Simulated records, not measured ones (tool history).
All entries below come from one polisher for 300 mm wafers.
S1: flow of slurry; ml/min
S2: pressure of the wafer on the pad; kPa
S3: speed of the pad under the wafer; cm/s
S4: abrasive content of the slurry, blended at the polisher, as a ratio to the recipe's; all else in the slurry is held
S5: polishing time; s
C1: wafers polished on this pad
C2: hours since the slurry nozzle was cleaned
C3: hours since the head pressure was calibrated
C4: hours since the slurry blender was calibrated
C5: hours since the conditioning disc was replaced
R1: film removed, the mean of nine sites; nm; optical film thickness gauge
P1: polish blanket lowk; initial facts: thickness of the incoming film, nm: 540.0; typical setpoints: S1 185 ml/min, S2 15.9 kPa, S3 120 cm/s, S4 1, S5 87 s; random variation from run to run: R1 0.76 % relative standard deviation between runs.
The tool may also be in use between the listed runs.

Run 1, hour 11.3: S1 185 ml/min, S2 15.9 kPa, S3 120 cm/s, S4 1, S5 87 s; C1 348; C2 79.6; C3 452.5; C4 147.1; C5 40.9. Result: R1 50.389 nm.
Run 2, hour 28.2: S1 185 ml/min, S2 15.9 kPa, S3 120 cm/s, S4 1.5, S5 87 s; C1 499; C2 96.5; C3 469.4; C4 164; C5 57.8. Result: R1 60.46 nm.
Run 3, hour 43.4: S1 185 ml/min, S2 15.9 kPa, S3 120 cm/s, S4 1, S5 87 s; C1 634; C2 111.7; C3 484.6; C4 179.2; C5 73. Result: R1 50.89 nm.
Run 4, hour 51.7: S1 110 ml/min, S2 15.9 kPa, S3 120 cm/s, S4 1, S5 87 s; C1 708; C2 120; C3 492.9; C4 187.5; C5 81.3. Result: R1 45.637 nm.
Run 5, hour 60: S1 185 ml/min, S2 15.9 kPa, S3 90 cm/s, S4 1, S5 121 s; C1 781; C2 128.3; C3 501.2; C4 195.8; C5 89.6. Result: R1 55.766 nm.
Run 6, hour 76.8: S1 185 ml/min, S2 15.9 kPa, S3 120 cm/s, S4 0.65, S5 87 s; C1 931; C2 145.1; C3 518; C4 212.6; C5 106.4. Result: R1 40.264 nm.
Run 7, hour 93.9: S1 185 ml/min, S2 15.9 kPa, S3 120 cm/s, S4 1, S5 87 s; C1 1083; C2 162.2; C3 535.1; C4 229.7; C5 123.5. Result: R1 50.151 nm.
Run 8, hour 104.9: S1 185 ml/min, S2 24.8 kPa, S3 120 cm/s, S4 1, S5 87 s; C1 1181; C2 173.2; C3 546.1; C4 240.7; C5 134.5. Result: R1 79.534 nm.
Run 9, hour 113.8: S1 185 ml/min, S2 7.6 kPa, S3 120 cm/s, S4 1, S5 87 s; C1 1260; C2 182.1; C3 555; C4 249.6; C5 143.4. Result: R1 24.275 nm.
At hour 118: slurry blender recalibrated.
Run 10, hour 127.8: S1 255 ml/min, S2 15.9 kPa, S3 182 cm/s, S4 1, S5 87 s; C1 1384; C2 196.1; C3 569; C4 9.8; C5 157.4. Result: R1 74.146 nm.
At hour 128: conditioning disc replaced and pad reconditioned.
Run 11, hour 142.2: S1 185 ml/min, S2 15.9 kPa, S3 120 cm/s, S4 1, S5 126 s; C1 1512; C2 210.5; C3 583.4; C4 24.2; C5 14.2. Result: R1 74.383 nm.
Run 12, hour 155.5: S1 185 ml/min, S2 15.9 kPa, S3 120 cm/s, S4 1, S5 55 s; C1 1631; C2 223.8; C3 596.7; C4 37.5; C5 27.5. Result: R1 31.941 nm.
Run 13, hour 172.1: S1 185 ml/min, S2 15.9 kPa, S3 164 cm/s, S4 1, S5 87 s; C1 1778; C2 240.4; C3 613.3; C4 54.1; C5 44.1. Result: R1 64.723 nm.
Run 14, hour 183.4: S1 260 ml/min, S2 15.9 kPa, S3 120 cm/s, S4 0.7, S5 87 s; C1 1879; C2 251.7; C3 624.6; C4 65.4; C5 55.4. Result: R1 44.707 nm.
Run 15, hour 199.2: S1 250 ml/min, S2 15.9 kPa, S3 120 cm/s, S4 1, S5 87 s; C1 2019; C2 267.5; C3 640.4; C4 81.2; C5 71.2. Result: R1 52.245 nm.
Run 16, hour 215.7: S1 185 ml/min, S2 15.9 kPa, S3 120 cm/s, S4 1, S5 87 s; C1 2166; C2 284; C3 656.9; C4 97.7; C5 87.7. Result: R1 50.18 nm.
Run 17, hour 225.3: S1 185 ml/min, S2 15.9 kPa, S3 62 cm/s, S4 1, S5 87 s; C1 2251; C2 293.6; C3 666.5; C4 107.3; C5 97.3. Result: R1 30.095 nm.
Run 18, hour 242.2: S1 185 ml/min, S2 15.9 kPa, S3 120 cm/s, S4 1, S5 87 s; C1 2401; C2 310.5; C3 683.4; C4 124.2; C5 114.2. Result: R1 50.924 nm.
Run 19, hour 255.1: S1 185 ml/min, S2 15.9 kPa, S3 120 cm/s, S4 1, S5 87 s; C1 2516; C2 323.4; C3 696.3; C4 137.1; C5 127.1. Result: R1 50.231 nm.
Run 20, hour 270.3: S1 185 ml/min, S2 15.9 kPa, S3 120 cm/s, S4 1, S5 87 s; C1 2651; C2 338.6; C3 711.5; C4 152.3; C5 142.3. Result: R1 48.745 nm.
At hour 284.7: slurry blender recalibrated.
Run 21, hour 286.7: S1 185 ml/min, S2 15.9 kPa, S3 120 cm/s, S4 1, S5 87 s; C1 2797; C2 355; C3 727.9; C4 2; C5 158.7. Result: R1 47.112 nm.
Run 22, hour 301: S1 185 ml/min, S2 15.9 kPa, S3 120 cm/s, S4 1, S5 87 s; C1 2924; C2 369.3; C3 742.2; C4 16.3; C5 173. Result: R1 46.595 nm.
At hour 302.3: conditioning disc replaced and pad reconditioned.
Run 23, hour 311.7: S1 185 ml/min, S2 15.9 kPa, S3 120 cm/s, S4 1, S5 87 s; C1 3019; C2 380; C3 752.9; C4 27; C5 9.5. Result: R1 45.786 nm.
At hour 314.7: worn pad replaced by a new one.
Run 24, hour 325.4: S1 185 ml/min, S2 15.9 kPa, S3 120 cm/s, S4 1, S5 87 s; C1 95; C2 393.7; C3 766.6; C4 40.7; C5 23.2. Result: R1 45.869 nm.
Run 25, hour 338.2: S1 185 ml/min, S2 15.9 kPa, S3 120 cm/s, S4 1, S5 87 s; C1 209; C2 406.5; C3 779.4; C4 53.5; C5 36. Result: R1 46.591 nm.

The output of P1 has drifted from where it used to be. Each of the 2 causes below, taken at the size shown beside it, accounts for the log equally well:
A: slurry flow missing at the pad, % = 38.3
B: head's pressure below its setpoint, % = 8.28
At approximately hour 255.1, the process output began to creep.
Why every other cause is out:
removal rate lost through wear of the pad, %: work on it at hour 314.7, done after the drift set in, did not restore what the process gave before
abrasive missing from the slurry, %: work on it at hour 284.7, done after the drift set in, did not restore what the process gave before
time polished since the conditioner stopped cutting, s: work on it at hour 302.3, done after the drift set in, did not restore what the process gave before

Of the 4 check runs below, each run on 3 wafers with the results averaged and each result still a question mark, which one would tell the listed causes apart?
Run check 1, hour 351: S1 185 ml/min, S2 9.7 kPa, S3 74 cm/s, S4 1, S5 87 s. Result: R1 ?.
Run check 2, hour 351: S1 185 ml/min, S2 9.7 kPa, S3 120 cm/s, S4 1, S5 87 s. Result: R1 ?.
Run check 3, hour 351: S1 185 ml/min, S2 15.9 kPa, S3 120 cm/s, S4 1.45, S5 125 s. Result: R1 ?.
Run check 4, hour 351: S1 130 ml/min, S2 15.9 kPa, S3 120 cm/s, S4 1, S5 61 s. Result: R1 ?.

Expected result of each check under each candidate cause:
  check  result    if A    if B
check 1      R1  19.175  19.177
check 2      R1  28.229  28.233
check 3      R1  77.576  77.586
check 4      R1  29.666  30.647
Per-check spread between the two closest causes, in the result where they differ most: check 1 0.01 %; check 2 0.01 %; check 3 0.01 %; check 4 3.25 %
The other checks would show nearly matching results whichever cause is true, so check 4 is the only one that separates the causes.

Check 4 was then run and gave: R1 30.849 nm. Which cause is it?

The cause is B: head's pressure below its setpoint, %.

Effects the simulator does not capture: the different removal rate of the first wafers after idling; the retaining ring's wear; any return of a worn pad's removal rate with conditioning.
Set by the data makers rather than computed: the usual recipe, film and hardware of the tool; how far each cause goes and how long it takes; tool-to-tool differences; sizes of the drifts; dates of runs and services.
